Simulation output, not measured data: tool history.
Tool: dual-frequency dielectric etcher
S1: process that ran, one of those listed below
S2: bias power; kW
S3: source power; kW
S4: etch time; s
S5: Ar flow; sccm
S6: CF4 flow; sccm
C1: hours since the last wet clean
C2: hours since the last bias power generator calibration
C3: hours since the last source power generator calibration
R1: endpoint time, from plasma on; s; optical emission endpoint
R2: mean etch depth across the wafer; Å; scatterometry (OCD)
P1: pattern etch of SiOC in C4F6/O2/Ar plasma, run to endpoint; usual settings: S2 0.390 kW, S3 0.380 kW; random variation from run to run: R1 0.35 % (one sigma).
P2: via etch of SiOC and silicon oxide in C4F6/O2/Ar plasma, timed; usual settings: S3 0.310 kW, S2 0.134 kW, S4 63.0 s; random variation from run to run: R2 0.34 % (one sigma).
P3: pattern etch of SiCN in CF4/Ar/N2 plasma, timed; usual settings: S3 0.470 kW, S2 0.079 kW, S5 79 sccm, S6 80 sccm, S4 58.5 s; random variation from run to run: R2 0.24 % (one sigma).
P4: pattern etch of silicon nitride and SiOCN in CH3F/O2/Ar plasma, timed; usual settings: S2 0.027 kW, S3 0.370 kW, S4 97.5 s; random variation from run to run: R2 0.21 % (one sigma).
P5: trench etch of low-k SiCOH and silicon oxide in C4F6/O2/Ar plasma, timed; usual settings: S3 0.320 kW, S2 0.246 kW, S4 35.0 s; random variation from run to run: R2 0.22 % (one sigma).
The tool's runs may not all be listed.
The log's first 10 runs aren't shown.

run   hour  S1     S2     S3    S4   S5  S6     C1      C2      C3      R1       R2
 11  149.6  P1  0.390  0.380                  20.7  2095.8  1134.2  18.888
 12  164.7  P5  0.340  0.320  35.0            35.8  2110.9  1149.3          1298.00
 13  176.7  P5  0.246  0.320  44.5            47.8  2122.9  1161.3          1472.80
 14  195.1  P2  0.134  0.310  36.5            66.2  2141.3  1179.7           338.35
 15  208.4  P2  0.134  0.420  63.0            79.5  2154.6  1193.0           657.21
 16  221.0  P4  0.027  0.470  97.5            92.1  2167.2  1205.6           149.33
 17  232.1  P1  0.390  0.380                 103.2  2178.3  1216.7  18.975
 18  248.1  P3  0.079  0.470  58.5  108  80  119.2  2194.3  1232.7           554.78
 19  260.7  P1  0.390  0.380                 131.8  2206.9  1245.3  19.015
 20  271.7  P2  0.098  0.310  63.0           142.8  2217.9  1256.3           533.61
 21  289.6  P3  0.079  0.470  58.5   79  80  160.7  2235.8  1274.2           579.57
 22  298.2  P4  0.027  0.370  97.5           169.3  2244.4  1282.8           137.63
 23  313.5  P2  0.134  0.310  63.0           184.6  2259.7  1298.1           581.04
 24  322.3  P1  0.390  0.380                 193.4  2268.5  1306.9  19.006
 25  340.3  P3  0.079  0.470  58.5   79  80  211.4  2286.5  1324.9           579.72
 26  351.0  P1  0.390  0.290                 222.1  2297.2  1335.6  21.094
 27  366.5  P4  0.027  0.370  71.5           237.6  2312.7  1351.1           101.08
 28  380.7  P5  0.246  0.250  35.0           251.8  2326.9  1365.3          1053.00
 29  397.3  P3  0.053  0.470  58.5   79  80  268.4  2343.5  1381.9           510.53
 30  407.9  P4  0.015  0.370  97.5           279.0  2354.1  1392.5           106.97
 31  421.7  P1  0.552  0.380                 292.8  2367.9  1406.3  16.751
 32  431.7  P1  0.390  0.380                 302.8  2377.9  1416.3  18.972
 33  449.9  P1  0.390  0.380                 321.0  2396.1  1434.5  18.732

Forecast run 34:
 34  464.7  P1  0.390  0.380              335.8  2410.9  1449.3   ?

R1: 18.830 s
